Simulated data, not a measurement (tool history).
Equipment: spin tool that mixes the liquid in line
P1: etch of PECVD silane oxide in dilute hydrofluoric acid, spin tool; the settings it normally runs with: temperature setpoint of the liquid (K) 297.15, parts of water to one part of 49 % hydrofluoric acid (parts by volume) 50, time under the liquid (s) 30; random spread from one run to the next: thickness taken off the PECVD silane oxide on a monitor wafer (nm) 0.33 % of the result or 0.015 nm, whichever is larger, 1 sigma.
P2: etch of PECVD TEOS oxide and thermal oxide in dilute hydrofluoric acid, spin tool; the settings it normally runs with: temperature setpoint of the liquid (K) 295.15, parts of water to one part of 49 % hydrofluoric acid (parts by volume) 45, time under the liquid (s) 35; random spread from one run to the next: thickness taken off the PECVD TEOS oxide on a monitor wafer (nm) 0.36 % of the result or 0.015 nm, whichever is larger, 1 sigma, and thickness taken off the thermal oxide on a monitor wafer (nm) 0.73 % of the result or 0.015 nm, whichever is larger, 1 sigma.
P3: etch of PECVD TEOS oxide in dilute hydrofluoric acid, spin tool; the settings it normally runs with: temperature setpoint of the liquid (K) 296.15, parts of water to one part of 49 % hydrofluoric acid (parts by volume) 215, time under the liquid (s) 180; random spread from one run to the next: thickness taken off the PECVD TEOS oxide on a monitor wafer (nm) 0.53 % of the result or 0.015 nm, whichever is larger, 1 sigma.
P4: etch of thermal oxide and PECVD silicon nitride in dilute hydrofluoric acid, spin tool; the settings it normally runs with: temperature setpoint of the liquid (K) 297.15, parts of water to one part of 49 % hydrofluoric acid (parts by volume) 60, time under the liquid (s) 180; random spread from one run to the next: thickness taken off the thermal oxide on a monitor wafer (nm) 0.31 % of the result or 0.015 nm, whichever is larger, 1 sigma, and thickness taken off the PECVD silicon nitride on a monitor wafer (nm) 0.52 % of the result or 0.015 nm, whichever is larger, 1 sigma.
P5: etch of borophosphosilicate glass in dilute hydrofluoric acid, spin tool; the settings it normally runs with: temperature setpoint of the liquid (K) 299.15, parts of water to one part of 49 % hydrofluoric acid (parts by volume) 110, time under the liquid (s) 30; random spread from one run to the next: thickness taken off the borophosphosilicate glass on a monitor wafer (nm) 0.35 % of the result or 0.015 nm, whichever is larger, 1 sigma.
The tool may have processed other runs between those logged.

run,day,process that ran,temperature setpoint of the liquid (K),parts of water to one part of 49 % hydrofluoric acid (parts by volume),time under the liquid (s),thickness taken off the PECVD silane oxide on a monitor wafer (nm),thickness taken off the borophosphosilicate glass on a monitor wafer (nm),thickness taken off the PECVD TEOS oxide on a monitor wafer (nm),thickness taken off the thermal oxide on a monitor wafer (nm),thickness taken off the PECVD silicon nitride on a monitor wafer (nm)
1,0.742,P1,297.15,50,30,32.642,,,,
2,1.521,P5,299.15,110,30,,24.798,,,
3,2.062,P5,299.15,20,30,,153.710,,,
4,2.867,P2,295.15,45,35,,,9.5188,3.4318,
5,3.367,P1,297.15,25,15,33.499,,,,
6,4.171,P1,290.15,50,30,24.042,,,,
7,4.708,P3,296.15,215,180,,,13.4900,,
8,5.083,P1,303.15,50,30,41.400,,,,
9,5.838,P2,301.15,45,35,,,12.0760,4.3182,
10,6.479,P1,297.15,50,30,32.479,,,,
11,6.954,P3,296.15,215,180,,,13.4560,,
12,7.492,P1,297.15,50,30,32.562,,,,
13,7.867,P4,297.15,60,180,,,,14.0620,10.5730
14,8.379,P3,296.15,35,180,,,101.2400,,
15,9.125,P4,297.15,110,180,,,,7.2324,5.8019
16,9.758,P1,297.15,50,60,65.050,,,,
17,10.517,P2,295.15,60,35,,,6.9982,2.5110,
18,11.067,P4,297.15,60,180,,,,14.1570,10.6330
19,11.750,P5,293.15,110,30,,19.564,,,
20,12.288,P2,295.15,45,20,,,5.4411,1.9376,
21,12.912,P1,297.15,50,30,32.527,,,,
22,13.525,P1,297.15,50,30,32.482,,,,
23,14.092,P1,297.15,50,15,16.178,,,,
24,14.758,P3,291.15,215,180,,,11.1400,,
25,15.379,P1,297.15,30,30,55.687,,,,
26,15.788,P3,296.15,215,15,,,1.1525,,
27,16.300,P4,305.15,60,180,,,,19.3190,17.7350
28,16.746,P1,297.15,50,30,32.395,,,,
29,17.392,P1,297.15,85,30,18.124,,,,
30,17.862,P2,295.15,45,35,,,9.4972,3.4279,

The next listed run, before its measurement:
31,18.596,P4,297.15,60,35,,,,?,?

Run 31 produced thickness taken off the thermal oxide on a monitor wafer (nm) 2.7558, thickness taken off the PECVD silicon nitride on a monitor wafer (nm) 2.0677.
